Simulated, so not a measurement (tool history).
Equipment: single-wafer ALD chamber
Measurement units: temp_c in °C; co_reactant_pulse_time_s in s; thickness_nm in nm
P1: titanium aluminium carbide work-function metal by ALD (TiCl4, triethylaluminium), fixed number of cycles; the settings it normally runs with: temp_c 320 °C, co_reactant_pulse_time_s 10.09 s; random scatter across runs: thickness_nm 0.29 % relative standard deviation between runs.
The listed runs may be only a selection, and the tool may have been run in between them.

run	hour	temp_c	co_reactant_pulse_time_s	hours since the last thermocouple change	hours since the last triethylaluminium bottle change	thickness_nm
1	9.6	320	10.09	1319.3	1213.1	2.1416
2	14.5	320	10.09	1324.2	1218	2.1364
3	19.8	344	12.79	1329.5	1223.3	2.3802
4	27	330	3.84	1336.7	1230.5	1.6903
5	36.1	320	13.21	1345.8	1239.6	2.1858
6	41.7	320	10.09	1351.4	1245.2	2.1333
7	51.7	296	10.09	1361.4	1255.2	1.9433
8	58.1	330	16.36	1367.8	1261.6	2.2862
9	67.7	342	10.09	1377.4	1271.2	2.319
10	75.5	320	4.96	1385.2	1279	1.8074
11	81.1	320	10.09	1390.8	1284.6	2.1377
12	89.8	320	10.09	1399.5	1293.3	2.1395
13	97.2	320	10.09	1406.9	1300.7	2.1426
14	101.9	320	10.09	1411.6	1305.4	2.1445
15	106.6	320	10.09	1416.3	1310.1	2.1233
16	116.3	320	10.09	1426	1319.8	2.1014
17	124.7	320	10.09	1434.4	1328.2	2.1156
18	132.7	320	10.09	1442.4	1336.2	2.1063

For run 19, what comes out?
19	143.1	320	10.09	1452.8	1346.6	?

Run 19 yielded thickness_nm 2.0917 nm.

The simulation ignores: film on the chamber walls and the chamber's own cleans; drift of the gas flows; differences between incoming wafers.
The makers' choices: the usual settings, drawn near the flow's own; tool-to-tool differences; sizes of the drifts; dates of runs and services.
